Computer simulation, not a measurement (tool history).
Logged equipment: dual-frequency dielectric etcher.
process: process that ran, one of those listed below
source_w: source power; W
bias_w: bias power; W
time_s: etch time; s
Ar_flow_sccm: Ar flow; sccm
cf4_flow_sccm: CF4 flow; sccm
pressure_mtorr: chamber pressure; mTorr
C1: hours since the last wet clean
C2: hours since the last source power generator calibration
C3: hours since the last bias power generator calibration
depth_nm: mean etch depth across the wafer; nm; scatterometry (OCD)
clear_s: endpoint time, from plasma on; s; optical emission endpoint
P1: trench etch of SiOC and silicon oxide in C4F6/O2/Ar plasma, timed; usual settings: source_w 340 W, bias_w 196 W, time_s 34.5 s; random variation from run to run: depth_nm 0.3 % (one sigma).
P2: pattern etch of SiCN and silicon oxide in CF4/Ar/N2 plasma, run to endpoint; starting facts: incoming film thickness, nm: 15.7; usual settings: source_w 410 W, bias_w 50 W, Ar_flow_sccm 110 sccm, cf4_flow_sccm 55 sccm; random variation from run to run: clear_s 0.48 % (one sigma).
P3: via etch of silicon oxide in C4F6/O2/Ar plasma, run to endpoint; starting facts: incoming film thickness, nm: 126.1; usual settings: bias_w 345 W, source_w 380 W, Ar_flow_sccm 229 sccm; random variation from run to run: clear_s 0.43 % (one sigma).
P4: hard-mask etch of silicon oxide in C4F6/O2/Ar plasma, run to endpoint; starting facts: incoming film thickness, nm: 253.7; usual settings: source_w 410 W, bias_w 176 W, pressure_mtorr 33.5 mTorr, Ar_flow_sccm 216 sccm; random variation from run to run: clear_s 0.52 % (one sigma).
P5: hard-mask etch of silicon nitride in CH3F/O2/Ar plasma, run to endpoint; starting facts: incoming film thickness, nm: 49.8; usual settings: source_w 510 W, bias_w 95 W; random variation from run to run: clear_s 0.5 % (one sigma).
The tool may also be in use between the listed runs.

Run 1, hour 16.6: process P1, source_w 340 W, bias_w 196 W, time_s 34.5 s; C1 165.7; C2 843.1; C3 377.1. Result: depth_nm 66.624 nm.
Run 2, hour 30.4: process P5, source_w 690 W, bias_w 95 W; C1 179.5; C2 856.9; C3 390.9. Result: clear_s 53.980 s.
Run 3, hour 42.5: process P5, source_w 510 W, bias_w 95 W; C1 191.6; C2 869.0; C3 403.0. Result: clear_s 61.175 s.
Run 4, hour 55.0: process P2, source_w 410 W, bias_w 50 W, Ar_flow_sccm 64 sccm, cf4_flow_sccm 55 sccm; C1 204.1; C2 881.5; C3 415.5. Result: clear_s 21.944 s.
Run 5, hour 63.5: process P4, source_w 410 W, bias_w 176 W, Ar_flow_sccm 269 sccm, pressure_mtorr 33.5 mTorr; C1 212.6; C2 890.0; C3 424.0. Result: clear_s 80.358 s.
Run 6, hour 72.2: process P3, source_w 480 W, bias_w 345 W, Ar_flow_sccm 229 sccm; C1 221.3; C2 898.7; C3 432.7. Result: clear_s 28.413 s.
Run 7, hour 86.2: process P5, source_w 510 W, bias_w 57 W; C1 235.3; C2 912.7; C3 446.7. Result: clear_s 72.544 s.
Run 8, hour 98.5: process P1, source_w 340 W, bias_w 196 W, time_s 34.5 s; C1 247.6; C2 925.0; C3 459.0. Result: depth_nm 66.157 nm.
Run 9, hour 106.8: process P5, source_w 510 W, bias_w 95 W; C1 255.9; C2 933.3; C3 467.3. Result: clear_s 60.225 s.
Run 10, hour 123.3: process P3, source_w 380 W, bias_w 345 W, Ar_flow_sccm 229 sccm; C1 272.4; C2 949.8; C3 483.8. Result: clear_s 31.005 s.
Run 11, hour 132.0: process P2, source_w 410 W, bias_w 50 W, Ar_flow_sccm 110 sccm, cf4_flow_sccm 55 sccm; C1 281.1; C2 958.5; C3 492.5. Result: clear_s 23.809 s.
Run 12, hour 147.1: process P1, source_w 340 W, bias_w 196 W, time_s 34.5 s; C1 296.2; C2 973.6; C3 507.6. Result: depth_nm 66.520 nm.
Run 13, hour 157.5: process P4, source_w 410 W, bias_w 176 W, Ar_flow_sccm 216 sccm, pressure_mtorr 47.5 mTorr; C1 306.6; C2 984.0; C3 518.0. Result: clear_s 81.493 s.
Run 14, hour 169.8: process P1, source_w 340 W, bias_w 196 W, time_s 50.5 s; C1 318.9; C2 996.3; C3 530.3. Result: depth_nm 96.562 nm.
Run 15, hour 184.4: process P1, source_w 340 W, bias_w 196 W, time_s 34.5 s; C1 333.5; C2 1010.9; C3 544.9. Result: depth_nm 66.255 nm.
Run 16, hour 200.5: process P1, source_w 340 W, bias_w 196 W, time_s 21.0 s; C1 349.6; C2 1027.0; C3 561.0. Result: depth_nm 40.266 nm.
Run 17, hour 212.5: process P3, source_w 380 W, bias_w 345 W, Ar_flow_sccm 229 sccm; C1 361.6; C2 1039.0; C3 573.0. Result: clear_s 30.860 s.
Run 18, hour 227.1: process P4, source_w 410 W, bias_w 176 W, Ar_flow_sccm 216 sccm, pressure_mtorr 33.5 mTorr; C1 376.2; C2 1053.6; C3 587.6. Result: clear_s 77.827 s.
Run 19, hour 241.4: process P1, source_w 340 W, bias_w 139 W, time_s 34.5 s; C1 390.5; C2 1067.9; C3 601.9. Result: depth_nm 59.453 nm.
Run 20, hour 251.2: process P1, source_w 440 W, bias_w 196 W, time_s 26.0 s; C1 400.3; C2 1077.7; C3 611.7. Result: depth_nm 55.195 nm.
Run 21, hour 266.8: process P1, source_w 340 W, bias_w 239 W, time_s 34.5 s; C1 415.9; C2 1093.3; C3 627.3. Result: depth_nm 70.823 nm.
Run 22, hour 283.8: process P2, source_w 270 W, bias_w 50 W, Ar_flow_sccm 110 sccm, cf4_flow_sccm 55 sccm; C1 432.9; C2 1110.3; C3 644.3. Result: clear_s 34.498 s.
Run 23, hour 301.4: process P1, source_w 270 W, bias_w 196 W, time_s 34.5 s; C1 450.5; C2 1127.9; C3 661.9. Result: depth_nm 60.628 nm.
Run 24, hour 318.9: process P4, source_w 540 W, bias_w 176 W, Ar_flow_sccm 216 sccm, pressure_mtorr 33.5 mTorr; C1 468.0; C2 1145.4; C3 679.4. Result: clear_s 69.782 s.
Run 25, hour 333.9: process P4, source_w 410 W, bias_w 244 W, Ar_flow_sccm 216 sccm, pressure_mtorr 33.5 mTorr; C1 483.0; C2 1160.4; C3 694.4. Result: clear_s 70.257 s.
Run 26, hour 342.7: process P2, source_w 410 W, bias_w 50 W, Ar_flow_sccm 110 sccm, cf4_flow_sccm 72 sccm; C1 491.8; C2 1169.2; C3 703.2. Result: clear_s 22.806 s.
Run 27, hour 353.3: process P2, source_w 410 W, bias_w 37 W, Ar_flow_sccm 110 sccm, cf4_flow_sccm 55 sccm; C1 502.4; C2 1179.8; C3 713.8. Result: clear_s 26.247 s.
Run 28, hour 368.7: process P3, source_w 380 W, bias_w 240 W, Ar_flow_sccm 229 sccm; C1 517.8; C2 1195.2; C3 729.2. Result: clear_s 34.986 s.
Run 29, hour 381.4: process P1, source_w 340 W, bias_w 196 W, time_s 34.5 s; C1 530.5; C2 1207.9; C3 741.9. Result: depth_nm 65.997 nm.
Run 30, hour 393.6: process P1, source_w 470 W, bias_w 196 W, time_s 34.5 s; C1 542.7; C2 1220.1; C3 754.1. Result: depth_nm 75.279 nm.
Run 31, hour 406.6: process P2, source_w 410 W, bias_w 50 W, Ar_flow_sccm 110 sccm, cf4_flow_sccm 55 sccm; C1 555.7; C2 1233.1; C3 767.1. Result: clear_s 23.734 s.
Run 32, hour 424.5: process P3, source_w 380 W, bias_w 345 W, Ar_flow_sccm 144 sccm; C1 573.6; C2 1251.0; C3 785.0. Result: clear_s 29.322 s.
Run 33, hour 432.5: process P1, source_w 340 W, bias_w 196 W, time_s 34.5 s; C1 581.6; C2 1259.0; C3 793.0. Result: depth_nm 66.089 nm.
Run 34, hour 449.4: process P1, source_w 340 W, bias_w 196 W, time_s 34.5 s; C1 598.5; C2 1275.9; C3 809.9. Result: depth_nm 66.953 nm.
Run 35, hour 457.2: process P1, source_w 340 W, bias_w 196 W, time_s 34.5 s; C1 606.3; C2 1283.7; C3 817.7. Result: depth_nm 66.962 nm.

Run 36 has not been measured yet. What should we expect?
Run 36, hour 465.7: process P1, source_w 340 W, bias_w 196 W, time_s 34.5 s; C1 614.8; C2 1292.2; C3 826.2. Result: depth_nm ?.

{"run 36": {"depth_nm": 66.882}}
